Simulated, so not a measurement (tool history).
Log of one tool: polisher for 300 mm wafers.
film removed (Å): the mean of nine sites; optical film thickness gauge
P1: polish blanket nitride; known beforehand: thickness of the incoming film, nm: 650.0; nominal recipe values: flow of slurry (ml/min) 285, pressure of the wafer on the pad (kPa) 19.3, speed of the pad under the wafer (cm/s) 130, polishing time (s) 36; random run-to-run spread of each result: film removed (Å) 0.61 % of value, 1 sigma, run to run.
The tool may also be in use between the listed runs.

run	hour	flow of slurry (ml/min)	pressure of the wafer on the pad (kPa)	speed of the pad under the wafer (cm/s)	polishing time (s)	film removed (Å)
1	3.5	285	19.3	130	36	582.53
2	8.2	285	10.3	130	36	309.66
3	12.1	285	19.3	130	36	584.29
4	16	285	19.3	130	36	582.63
5	21.2	285	19.3	96	36	457.5
6	26.8	285	19.3	164	36	706.42
7	30.3	285	19.3	130	16	261.34
8	35.3	285	19.3	130	53	865.22
9	40.1	375	19.3	130	36	601.25
10	44.2	285	13.1	82	36	276.13
11	48.9	285	19.3	130	36	589.4
12	52.1	285	19.3	188	52	1123.3
13	56.9	285	30.3	130	36	914.19
14	60.6	170	19.3	130	36	544.95
15	64.6	285	19.3	130	36	575.99
16	69.9	285	19.3	130	36	571.14
17	75.9	285	19.3	130	36	556.95
18	79.6	285	19.3	130	36	554.63
# hour 80.4: worn pad replaced by a new one
19	85.2	285	19.3	130	36	558.5

Expected results for the next run?
20	90.4	285	19.3	130	36	?

film removed (Å): 557.44
